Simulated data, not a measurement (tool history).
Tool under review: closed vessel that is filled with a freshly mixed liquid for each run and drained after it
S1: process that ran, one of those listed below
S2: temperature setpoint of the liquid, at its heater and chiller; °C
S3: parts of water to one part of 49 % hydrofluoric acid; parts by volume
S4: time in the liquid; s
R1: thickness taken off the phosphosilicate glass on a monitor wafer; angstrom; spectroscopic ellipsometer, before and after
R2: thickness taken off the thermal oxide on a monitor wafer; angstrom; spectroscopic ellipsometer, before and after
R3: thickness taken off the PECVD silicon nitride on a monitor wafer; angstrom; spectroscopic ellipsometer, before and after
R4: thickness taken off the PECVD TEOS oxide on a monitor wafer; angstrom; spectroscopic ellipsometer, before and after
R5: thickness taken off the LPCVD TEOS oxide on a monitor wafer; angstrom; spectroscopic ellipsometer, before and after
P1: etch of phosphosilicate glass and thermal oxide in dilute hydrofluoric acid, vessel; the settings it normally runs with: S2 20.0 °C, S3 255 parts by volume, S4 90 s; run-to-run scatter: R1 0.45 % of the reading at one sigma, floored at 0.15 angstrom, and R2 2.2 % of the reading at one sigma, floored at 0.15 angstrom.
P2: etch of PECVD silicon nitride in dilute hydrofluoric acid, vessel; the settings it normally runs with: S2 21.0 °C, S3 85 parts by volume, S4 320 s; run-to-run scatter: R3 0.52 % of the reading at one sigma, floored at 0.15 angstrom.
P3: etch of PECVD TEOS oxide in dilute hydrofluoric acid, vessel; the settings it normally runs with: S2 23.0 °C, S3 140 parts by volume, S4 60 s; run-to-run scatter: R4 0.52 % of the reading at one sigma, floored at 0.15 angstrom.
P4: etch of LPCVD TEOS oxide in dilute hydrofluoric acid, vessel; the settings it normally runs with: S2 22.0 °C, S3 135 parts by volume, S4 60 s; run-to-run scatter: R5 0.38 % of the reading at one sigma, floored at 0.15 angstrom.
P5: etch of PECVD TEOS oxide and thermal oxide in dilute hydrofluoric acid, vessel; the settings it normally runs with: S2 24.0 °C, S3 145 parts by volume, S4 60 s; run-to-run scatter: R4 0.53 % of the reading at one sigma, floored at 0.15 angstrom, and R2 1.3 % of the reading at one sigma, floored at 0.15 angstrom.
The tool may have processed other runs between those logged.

run	hour	S1	S2	S3	S4	R1	R2	R3	R4	R5
1	10.1	P1	20.0	255	90	201.400	13.2420			
2	20.7	P1	27.5	255	30	87.619	5.5634			
3	29.3	P2	21.0	85	490			143.520		
4	35.8	P1	20.0	70	90	887.720	58.5210			
5	44.5	P3	30.5	140	60				60.715	
6	51.6	P1	17.0	255	90	180.540	11.0140			
7	63.3	P1	17.0	170	90	293.120	18.6600			
8	73.2	P1	20.0	375	90	121.820	7.6877			
9	79.9	P1	20.0	255	90	201.080	12.8920			
10	88.8	P1	20.0	255	90	201.550	13.2700			
11	94.4	P3	23.0	140	60				45.540	
12	104.5	P1	20.0	255	160	357.520	22.6390			
13	114.2	P5	24.0	145	60		18.4040		113.110	
14	119.5	P5	24.0	250	60		9.7258		57.718	
15	128.1	P2	21.0	85	320			93.306		
16	136.1	P4	22.0	195	60					91.387
17	143.5	P3	23.0	140	30				22.935	
18	151.4	P2	17.0	85	320			70.537		
19	162.1	P3	23.0	250	60				23.026	
20	172.3	P4	22.0	135	30					69.884
# hour 183.2: hydrofluoric acid flow meter replaced
21	183.4	P1	20.0	255	90	200.120	13.4780			
22	189.4	P1	20.0	255	90	200.670	13.4040			
23	197.3	P4	17.0	135	60					114.580
24	204.1	P3	23.0	140	60				45.630	
25	210.1	P1	27.5	255	90	263.620	16.8880			
26	221.8	P4	22.0	135	60					139.780
27	233.1	P1	20.0	255	45	100.890	6.6864			
28	244.4	P5	20.0	145	60		15.8270		95.209	
29	250.5	P4	22.0	135	60					140.000
30	260.8	P5	24.0	145	30		9.1407		55.323	
31	270.3	P2	21.0	115	320			69.675		
32	276.4	P1	20.0	255	90	201.710	12.5050			
33	282.8	P1	20.0	255	90	196.340	12.5730			
34	294.3	P1	20.0	255	90	191.220	11.7090			
35	301.0	P1	20.0	255	90	188.920	12.1880			
36	306.6	P1	20.0	255	90	189.270	12.3260			
37	318.2	P1	20.0	255	90	188.270	12.0360			
38	327.1	P1	20.0	255	90	187.450	12.1200			
39	334.1	P1	20.0	255	90	187.610	12.1250			

P1 has crept away from where it was. The log is fitted equally well by each of these 2 causes, at the sizes shown:
A: hydrofluoric acid flow below the setpoint (%) = 5.45
B: liquid colder than its thermometer reads (K) = 1.84
The process output started creeping at around hour 276.4.

Of the 4 check runs listed below, each run on one wafer and each result written as a question mark, which would let you distinguish the listed causes because they would give clearly different results?
check 1	341.1	P5	24.0	145	60		?		?	
check 2	341.1	P2	21.0	85	320			?		
check 3	341.1	P3	23.0	140	60				?	
check 4	341.1	P4	22.0	135	60					?

What each check would give under each cause:
check	result	if A	if B
check 1	R2	17.3400	17.2420
check 1	R4	104.730	104.140
check 2	R3	88.082	82.038
check 3	R4	42.924	42.622
check 4	R5	131.460	130.350
Separation of the two closest causes in each check, using whichever result separates them best: check 1 0.56 %; check 2 7.11 %; check 3 0.71 %; check 4 0.85 %
Of the check runs offered, only check 2 discriminates between the causes; the rest would read about the same regardless of which cause applies.

Then check 2 was run and gave: R3 88.373 angstrom. Which cause is it?

It was cause A: hydrofluoric acid flow below the setpoint (%).

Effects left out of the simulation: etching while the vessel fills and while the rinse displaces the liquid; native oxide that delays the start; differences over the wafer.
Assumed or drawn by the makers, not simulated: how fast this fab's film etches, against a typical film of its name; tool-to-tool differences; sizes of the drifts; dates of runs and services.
